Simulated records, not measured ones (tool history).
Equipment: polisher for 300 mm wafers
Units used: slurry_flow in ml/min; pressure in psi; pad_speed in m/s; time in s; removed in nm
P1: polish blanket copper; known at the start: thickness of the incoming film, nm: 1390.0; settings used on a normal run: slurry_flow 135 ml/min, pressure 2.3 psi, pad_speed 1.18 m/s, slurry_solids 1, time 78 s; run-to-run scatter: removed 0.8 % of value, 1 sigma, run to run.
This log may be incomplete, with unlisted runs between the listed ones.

run	hour	slurry_flow	pressure	pad_speed	slurry_solids	time	removed
1	11	135	2.3	1.18	1	78	214.72
2	23.2	135	2.3	1.18	1	78	212.25
3	34.1	135	2.3	1.6	1	78	289.85
4	45.7	135	1.6	1.18	1	78	148.22
5	59.6	135	2.3	1.5	1.3	78	289.73
6	68	135	2.3	1.18	1	78	219.33
7	81.3	135	2.3	1.18	1	78	214.43
8	97.2	135	2.3	1.18	1	78	218.16
9	106.2	135	2.3	1.18	1	78	214.53
# hour 113.8: slurry nozzle cleaned
10	115.1	135	2.3	1.18	1.25	78	228.52
11	122.5	135	2.3	1.18	1	78	215.49
12	133.9	135	2.3	1.18	1	44	123.15
13	145.9	135	2.3	1.18	1	112	304.72
14	159	135	2.3	1.18	0.55	78	188.79
15	169.7	185	2.3	1.18	1	78	230.94
16	181	135	3.5	1.18	1	78	327.32
17	188.1	135	2.3	0.54	1	78	99.73
18	199.5	85	2.3	1.18	1	78	193.34
19	212.4	135	2.3	1.18	1	78	213.2
20	224.6	135	2.3	1.18	1	78	209.43
21	238.1	135	2.3	1.18	1	78	200.6
22	245.9	135	2.3	1.18	1	78	198.69
# hour 252.4: worn pad replaced by a new one
23	257.5	135	2.3	1.18	1	78	197.6
# hour 263.7: slurry blender recalibrated
24	271.7	135	2.3	1.18	1	78	194.57
25	279.2	135	2.3	1.18	1	78	194.89
26	286.8	135	2.3	1.18	1	78	197.47

Forecast run 27:
27	299.3	135	2.3	1.18	1	78	?

removed: 194.77 nm

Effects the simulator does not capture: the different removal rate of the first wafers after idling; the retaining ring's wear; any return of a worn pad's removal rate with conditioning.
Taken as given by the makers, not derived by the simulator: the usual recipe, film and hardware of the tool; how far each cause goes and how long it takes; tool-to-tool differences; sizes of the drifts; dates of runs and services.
